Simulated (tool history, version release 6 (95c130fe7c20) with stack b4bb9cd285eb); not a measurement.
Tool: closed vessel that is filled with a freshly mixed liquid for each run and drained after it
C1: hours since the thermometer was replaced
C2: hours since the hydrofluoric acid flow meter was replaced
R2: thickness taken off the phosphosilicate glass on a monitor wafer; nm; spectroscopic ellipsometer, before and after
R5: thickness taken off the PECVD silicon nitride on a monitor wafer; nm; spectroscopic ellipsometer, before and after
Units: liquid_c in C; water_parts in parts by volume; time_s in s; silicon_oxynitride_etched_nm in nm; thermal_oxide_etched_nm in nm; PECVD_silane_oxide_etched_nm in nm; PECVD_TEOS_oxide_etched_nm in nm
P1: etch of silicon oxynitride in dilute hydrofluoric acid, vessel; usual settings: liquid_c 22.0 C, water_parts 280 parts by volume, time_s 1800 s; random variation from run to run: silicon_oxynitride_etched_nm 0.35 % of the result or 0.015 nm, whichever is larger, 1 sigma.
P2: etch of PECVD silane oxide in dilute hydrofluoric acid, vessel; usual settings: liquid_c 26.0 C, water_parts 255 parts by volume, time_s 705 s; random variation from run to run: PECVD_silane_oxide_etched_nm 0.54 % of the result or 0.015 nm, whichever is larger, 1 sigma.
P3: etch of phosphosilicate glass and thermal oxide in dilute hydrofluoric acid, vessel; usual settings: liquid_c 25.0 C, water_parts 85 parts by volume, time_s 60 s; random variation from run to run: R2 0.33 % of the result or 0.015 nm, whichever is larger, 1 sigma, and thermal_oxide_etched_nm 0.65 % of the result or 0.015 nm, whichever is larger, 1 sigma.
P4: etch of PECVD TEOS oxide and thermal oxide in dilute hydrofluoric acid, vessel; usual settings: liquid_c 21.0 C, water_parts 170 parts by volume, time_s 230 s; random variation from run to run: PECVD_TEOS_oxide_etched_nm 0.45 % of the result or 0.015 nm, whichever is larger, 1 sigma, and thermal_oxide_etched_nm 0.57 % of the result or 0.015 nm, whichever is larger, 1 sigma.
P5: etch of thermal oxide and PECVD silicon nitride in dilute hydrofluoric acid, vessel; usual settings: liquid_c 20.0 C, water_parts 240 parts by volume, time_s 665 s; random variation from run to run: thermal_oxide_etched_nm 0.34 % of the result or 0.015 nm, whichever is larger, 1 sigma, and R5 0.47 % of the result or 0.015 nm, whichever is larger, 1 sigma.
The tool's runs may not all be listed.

{"run": 1, "day": 0.312, "process": "P1", "liquid_c": 22.0, "water_parts": 280, "time_s": 1800, "C1": 471.5, "C2": 809.9, "silicon_oxynitride_etched_nm": 13.031}
{"run": 2, "day": 0.596, "process": "P3", "liquid_c": 25.0, "water_parts": 25, "time_s": 60, "C1": 478.3, "C2": 816.7, "R2": 244.06, "thermal_oxide_etched_nm": 12.145}
{"run": 3, "day": 0.762, "process": "P1", "liquid_c": 22.0, "water_parts": 280, "time_s": 1800, "C1": 482.3, "C2": 820.7, "silicon_oxynitride_etched_nm": 13.082}
{"run": 4, "day": 1.058, "process": "P2", "liquid_c": 26.0, "water_parts": 360, "time_s": 705, "C1": 489.4, "C2": 827.8, "PECVD_silane_oxide_etched_nm": 34.159}
{"run": 5, "day": 1.325, "process": "P2", "liquid_c": 19.0, "water_parts": 255, "time_s": 705, "C1": 495.8, "C2": 834.2, "PECVD_silane_oxide_etched_nm": 41.645}
{"run": 6, "day": 1.608, "process": "P5", "liquid_c": 17.0, "water_parts": 240, "time_s": 665, "C1": 502.6, "C2": 841.0, "thermal_oxide_etched_nm": 8.7341, "R5": 9.5987}
{"run": 7, "day": 1.771, "process": "P4", "liquid_c": 21.0, "water_parts": 30, "time_s": 230, "C1": 506.5, "C2": 844.9, "thermal_oxide_etched_nm": 36.842, "PECVD_TEOS_oxide_etched_nm": 119.16}
{"run": 8, "day": 2.058, "process": "P1", "liquid_c": 22.0, "water_parts": 280, "time_s": 380, "C1": 513.4, "C2": 851.8, "silicon_oxynitride_etched_nm": 2.7483}
{"run": 9, "day": 2.204, "process": "P4", "liquid_c": 21.0, "water_parts": 170, "time_s": 230, "C1": 516.9, "C2": 855.3, "thermal_oxide_etched_nm": 5.5328, "PECVD_TEOS_oxide_etched_nm": 17.993}
{"run": 10, "day": 2.5, "process": "P1", "liquid_c": 22.0, "water_parts": 415, "time_s": 1800, "C1": 524.0, "C2": 862.4, "silicon_oxynitride_etched_nm": 8.1238}
{"run": 11, "day": 2.771, "process": "P5", "liquid_c": 20.0, "water_parts": 240, "time_s": 45, "C1": 530.5, "C2": 868.9, "thermal_oxide_etched_nm": 0.67166, "R5": 0.79387}
{"run": 12, "day": 3.079, "process": "P1", "liquid_c": 22.0, "water_parts": 280, "time_s": 1800, "C1": 537.9, "C2": 876.3, "silicon_oxynitride_etched_nm": 13.038}
{"run": 13, "day": 3.396, "process": "P3", "liquid_c": 25.0, "water_parts": 85, "time_s": 30, "C1": 545.5, "C2": 883.9, "R2": 33.211, "thermal_oxide_etched_nm": 1.6522}
{"run": 14, "day": 3.579, "process": "P1", "liquid_c": 22.0, "water_parts": 280, "time_s": 2880, "C1": 549.9, "C2": 888.3, "silicon_oxynitride_etched_nm": 20.925}
{"run": 15, "day": 3.842, "process": "P4", "liquid_c": 21.0, "water_parts": 170, "time_s": 230, "C1": 556.2, "C2": 894.6, "thermal_oxide_etched_nm": 5.5372, "PECVD_TEOS_oxide_etched_nm": 17.923}
{"run": 16, "day": 4.142, "process": "P2", "liquid_c": 26.0, "water_parts": 255, "time_s": 1380, "C1": 563.4, "C2": 901.8, "PECVD_silane_oxide_etched_nm": 105.33}
{"run": 17, "day": 4.471, "process": "P1", "liquid_c": 17.0, "water_parts": 280, "time_s": 1800, "C1": 571.3, "C2": 909.7, "silicon_oxynitride_etched_nm": 10.437}
{"run": 18, "day": 4.725, "process": "P1", "liquid_c": 18.5, "water_parts": 280, "time_s": 3350, "C1": 577.4, "C2": 915.8, "silicon_oxynitride_etched_nm": 20.858}
{"run": 19, "day": 4.962, "process": "P5", "liquid_c": 20.0, "water_parts": 240, "time_s": 665, "C1": 583.1, "C2": 921.5, "thermal_oxide_etched_nm": 9.7567, "R5": 11.602}
{"run": 20, "day": 5.283, "process": "P4", "liquid_c": 17.0, "water_parts": 170, "time_s": 230, "C1": 590.8, "C2": 929.2, "thermal_oxide_etched_nm": 4.6773, "PECVD_TEOS_oxide_etched_nm": 15.258}
{"run": 21, "day": 5.512, "process": "P1", "liquid_c": 22.0, "water_parts": 70, "time_s": 1800, "C1": 596.3, "C2": 934.7, "silicon_oxynitride_etched_nm": 60.863}
{"run": 22, "day": 5.783, "process": "P5", "liquid_c": 20.0, "water_parts": 370, "time_s": 665, "C1": 602.8, "C2": 941.2, "thermal_oxide_etched_nm": 5.6227, "R5": 7.7466}
{"run": 23, "day": 5.938, "process": "P2", "liquid_c": 26.0, "water_parts": 255, "time_s": 705, "C1": 606.5, "C2": 944.9, "PECVD_silane_oxide_etched_nm": 53.773}
{"run": 24, "day": 6.142, "process": "P3", "liquid_c": 25.0, "water_parts": 85, "time_s": 60, "C1": 611.4, "C2": 949.8, "R2": 66.217, "thermal_oxide_etched_nm": 3.2868}
{"run": 25, "day": 6.3, "process": "P3", "liquid_c": 33.0, "water_parts": 85, "time_s": 60, "C1": 615.2, "C2": 953.6, "R2": 89.395, "thermal_oxide_etched_nm": 4.5514}
{"run": 26, "day": 6.629, "process": "P4", "liquid_c": 21.0, "water_parts": 170, "time_s": 85, "C1": 623.1, "C2": 961.5, "thermal_oxide_etched_nm": 2.0585, "PECVD_TEOS_oxide_etched_nm": 6.6268}
{"day": 6.908, "done": "thermometer replaced"}
{"run": 27, "day": 6.942, "process": "P1", "liquid_c": 22.0, "water_parts": 280, "time_s": 1800, "C1": 0.8, "C2": 969.0, "silicon_oxynitride_etched_nm": 13.138}
{"run": 28, "day": 7.1, "process": "P1", "liquid_c": 22.0, "water_parts": 280, "time_s": 1800, "C1": 4.6, "C2": 972.8, "silicon_oxynitride_etched_nm": 12.993}
{"run": 29, "day": 7.396, "process": "P1", "liquid_c": 26.5, "water_parts": 280, "time_s": 1800, "C1": 11.7, "C2": 979.9, "silicon_oxynitride_etched_nm": 15.755}
{"run": 30, "day": 7.717, "process": "P1", "liquid_c": 26.0, "water_parts": 280, "time_s": 2620, "C1": 19.4, "C2": 987.6, "silicon_oxynitride_etched_nm": 22.564}
{"run": 31, "day": 8.021, "process": "P1", "liquid_c": 22.0, "water_parts": 280, "time_s": 1800, "C1": 26.7, "C2": 994.9, "silicon_oxynitride_etched_nm": 12.976}
{"run": 32, "day": 8.333, "process": "P1", "liquid_c": 22.0, "water_parts": 280, "time_s": 1800, "C1": 34.2, "C2": 1002.4, "silicon_oxynitride_etched_nm": 13.5}
{"run": 33, "day": 8.5, "process": "P1", "liquid_c": 22.0, "water_parts": 280, "time_s": 1800, "C1": 38.2, "C2": 1006.4, "silicon_oxynitride_etched_nm": 13.687}
{"run": 34, "day": 8.779, "process": "P1", "liquid_c": 22.0, "water_parts": 280, "time_s": 1800, "C1": 44.9, "C2": 1013.1, "silicon_oxynitride_etched_nm": 13.724}
{"run": 35, "day": 8.954, "process": "P1", "liquid_c": 22.0, "water_parts": 280, "time_s": 1800, "C1": 49.1, "C2": 1017.3, "silicon_oxynitride_etched_nm": 13.835}
{"run": 36, "day": 9.175, "process": "P1", "liquid_c": 22.0, "water_parts": 280, "time_s": 1800, "C1": 54.4, "C2": 1022.6, "silicon_oxynitride_etched_nm": 13.915}
{"run": 37, "day": 9.442, "process": "P1", "liquid_c": 22.0, "water_parts": 280, "time_s": 1800, "C1": 60.8, "C2": 1029.0, "silicon_oxynitride_etched_nm": 13.955}
{"run": 38, "day": 9.688, "process": "P1", "liquid_c": 22.0, "water_parts": 280, "time_s": 1800, "C1": 66.7, "C2": 1034.9, "silicon_oxynitride_etched_nm": 13.968}
{"run": 39, "day": 9.867, "process": "P1", "liquid_c": 22.0, "water_parts": 280, "time_s": 1800, "C1": 71.0, "C2": 1039.2, "silicon_oxynitride_etched_nm": 13.947}
{"run": 40, "day": 10.062, "process": "P1", "liquid_c": 22.0, "water_parts": 280, "time_s": 1800, "C1": 75.7, "C2": 1043.9, "silicon_oxynitride_etched_nm": 14.065}
{"run": 41, "day": 10.283, "process": "P1", "liquid_c": 22.0, "water_parts": 280, "time_s": 1800, "C1": 81.0, "C2": 1049.2, "silicon_oxynitride_etched_nm": 14.009}

What P1 gives has crept away from where it was. These 2 causes fit the log equally well, each at the size given:
A: hydrofluoric acid flow above the setpoint (%) = 5.89
B: liquid hotter than its thermometer reads (K) = 1.56
The creep began at about day 8.021.

4 check runs are offered, one wafer each, their results left as question marks. Which one tells the causes apart?
{"run": "check 1", "day": 10.504, "process": "P2", "liquid_c": 20.0, "water_parts": 255, "time_s": 705, "PECVD_silane_oxide_etched_nm": "?"}
{"run": "check 2", "day": 10.504, "process": "P5", "liquid_c": 17.0, "water_parts": 240, "time_s": 370, "thermal_oxide_etched_nm": "?", "R5": "?"}
{"run": "check 3", "day": 10.504, "process": "P3", "liquid_c": 29.0, "water_parts": 85, "time_s": 30, "R2": "?", "thermal_oxide_etched_nm": "?"}
{"run": "check 4", "day": 10.504, "process": "P4", "liquid_c": 21.0, "water_parts": 80, "time_s": 230, "thermal_oxide_etched_nm": "?", "PECVD_TEOS_oxide_etched_nm": "?"}

What each check would give under each cause:
check=check_1 result=PECVD_silane_oxide_etched_nm if_A=46.195 if_B=45.615
check=check_2 result=thermal_oxide_etched_nm if_A=5.19630 if_B=5.15140
check=check_2 result=R5 if_A=5.64850 if_B=5.92920
check=check_3 result=R2 if_A=41.235 if_B=41.046
check=check_3 result=thermal_oxide_etched_nm if_A=2.06240 if_B=2.05290
check=check_4 result=thermal_oxide_etched_nm if_A=13.82800 if_B=13.84700
check=check_4 result=PECVD_TEOS_oxide_etched_nm if_A=44.9140 if_B=44.9790
How far apart the two closest causes lie, in the result that separates them most: check 1 1.26 %; check 2 4.85 %; check 3 0.46 %; check 4 0.14 %
Only check 2 tells the causes apart: in the others they would give nearly the same result.

Then check 2 was run and gave: thermal_oxide_etched_nm 5.21690 nm; R5 5.64840 nm. Which cause is it?

It is A: hydrofluoric acid flow above the setpoint (%).
